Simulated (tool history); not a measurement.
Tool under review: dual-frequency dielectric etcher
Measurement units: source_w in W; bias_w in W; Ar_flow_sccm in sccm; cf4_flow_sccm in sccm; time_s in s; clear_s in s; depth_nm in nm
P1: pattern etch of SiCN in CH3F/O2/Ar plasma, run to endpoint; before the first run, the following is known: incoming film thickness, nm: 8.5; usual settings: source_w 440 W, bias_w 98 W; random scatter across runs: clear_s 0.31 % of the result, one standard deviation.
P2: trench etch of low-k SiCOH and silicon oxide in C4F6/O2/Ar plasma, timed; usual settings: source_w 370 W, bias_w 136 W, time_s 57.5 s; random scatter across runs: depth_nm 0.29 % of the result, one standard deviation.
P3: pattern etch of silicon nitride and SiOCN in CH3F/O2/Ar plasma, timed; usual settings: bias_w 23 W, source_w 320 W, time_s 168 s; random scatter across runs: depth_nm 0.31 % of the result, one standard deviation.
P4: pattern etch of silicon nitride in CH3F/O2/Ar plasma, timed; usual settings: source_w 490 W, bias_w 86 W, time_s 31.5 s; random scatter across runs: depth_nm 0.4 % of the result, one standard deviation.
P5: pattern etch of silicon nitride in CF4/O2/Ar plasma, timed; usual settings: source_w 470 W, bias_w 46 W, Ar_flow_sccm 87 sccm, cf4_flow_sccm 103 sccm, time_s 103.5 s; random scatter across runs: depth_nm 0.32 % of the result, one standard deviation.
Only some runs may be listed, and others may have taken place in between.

run     day  process  source_w  bias_w  Ar_flow_sccm  cf4_flow_sccm  time_s  clear_s  depth_nm
  1   0.412       P1       440      98                                          19.7
  2     0.8       P1       440      98                                        19.651
  3   1.083       P1       600     134                                        15.712
  4   1.471       P5       470      46            54            103   103.5              191.4
  5   1.712       P1       440      98                                        19.734
  6   2.017       P1       550      81                                        19.445
  7   2.458       P4       490      86                                 31.5             24.784
  8   2.904       P5       470      46            87            138   103.5             186.96
  9   3.242       P5       470      46            87            103      80             140.28
 10   3.462       P4       370      86                                 31.5             22.196
 11   3.858       P1       440      98                                        19.606
      3.929  -- source power generator calibrated
 12   4.204       P5       610      46            87            103   103.5             227.43
 13   4.433       P5       470      46            87            103   103.5             181.82
 14     4.7       P4       490      65                                 31.5             22.417
 15   4.971       P1       440      98                                        19.629
 16   5.342       P3       320      29                                  168             24.211
 17   5.796       P2       370     104                                 57.5             145.71
 18   6.054       P1       440      98                                        19.642
 19   6.279       P4       490      86                                 31.5             24.699
 20   6.567       P1       310      98                                        22.452
 21   7.017       P5       470      46            87            103   103.5             181.22
 22   7.454       P1       560      98                                        18.067
 23   7.804       P1       440      98                                        19.722
 24     8.2       P4       490      86                                   22             17.329
 25   8.579       P2       370     136                                 57.5                158
 26   9.071       P1       440     136                                        17.325
 27   9.512       P2       370     136                                 32.5             89.767
 28   9.875       P3       320      23                                  168             21.841
 29  10.338       P3       320      23                                222.5             28.886
 30  10.712       P3       320      23                                  168             21.662
 31  11.046       P2       480     136                                 57.5             175.33
 32  11.521       P3       230      23                                  168             19.369
 33  11.996       P5       470      57            87            103   103.5             196.29
 34   12.25       P1       440      67                                        22.553
 35  12.742       P1       440      98                                        19.656
 36   13.15       P1       440      98                                        19.591
 37  13.617       P1       440      98                                        19.546
     13.629  -- wet clean of the chamber
 38  13.946       P1       440      98                                        19.437
 39  14.212       P1       440      98                                         19.49
 40  14.504       P1       440      98                                        19.428
 41  14.796       P1       440      98                                        19.401
 42  15.233       P1       440      98                                        19.406

The log shows P1 creeping away from where it was. Any of the 2 causes listed here, at the size stated for it, fits the log just as well as the others:
A: bias power that arrives over what is set, % = 4.26
B: source power that arrives over what is set, % = 4.32
The onset of the drift is placed at about day 12.742.
Each remaining cause and why it is not a fit:
chamber walls in a state that raises the etch rate, %: serviced at day 13.629, which brought nothing back

Which of the 4 check runs listed below, each an average over 2 wafers with its results shown as question marks, gives clearly different results under the different listed causes?
check 1  15.671       P5       470      46            87            103   103.5                  ?
check 2  15.671       P2       370     136                                 57.5                  ?
check 3  15.671       P4       490      86                                 31.5                  ?
check 4  15.671       P3       320      23                                  168                  ?

What every check run would give for each of its results, assuming each possible cause in turn:
  check    result    if A    if B
check 1  depth_nm  184.24  188.32
check 2  depth_nm  160.17  160.85
check 3  depth_nm  25.077  25.108
check 4  depth_nm  22.148  22.047
How far apart the two closest causes lie, in the result that separates them most: check 1 2.19 %; check 2 0.42 %; check 3 0.12 %; check 4 0.45 %
Check 1 is the one run that separates the causes; every other check would come out nearly the same whichever cause is at work.

Here is what check 1 returned: depth_nm 188.18 nm. Which cause is it?

The cause is B: source power that arrives over what is set, %.

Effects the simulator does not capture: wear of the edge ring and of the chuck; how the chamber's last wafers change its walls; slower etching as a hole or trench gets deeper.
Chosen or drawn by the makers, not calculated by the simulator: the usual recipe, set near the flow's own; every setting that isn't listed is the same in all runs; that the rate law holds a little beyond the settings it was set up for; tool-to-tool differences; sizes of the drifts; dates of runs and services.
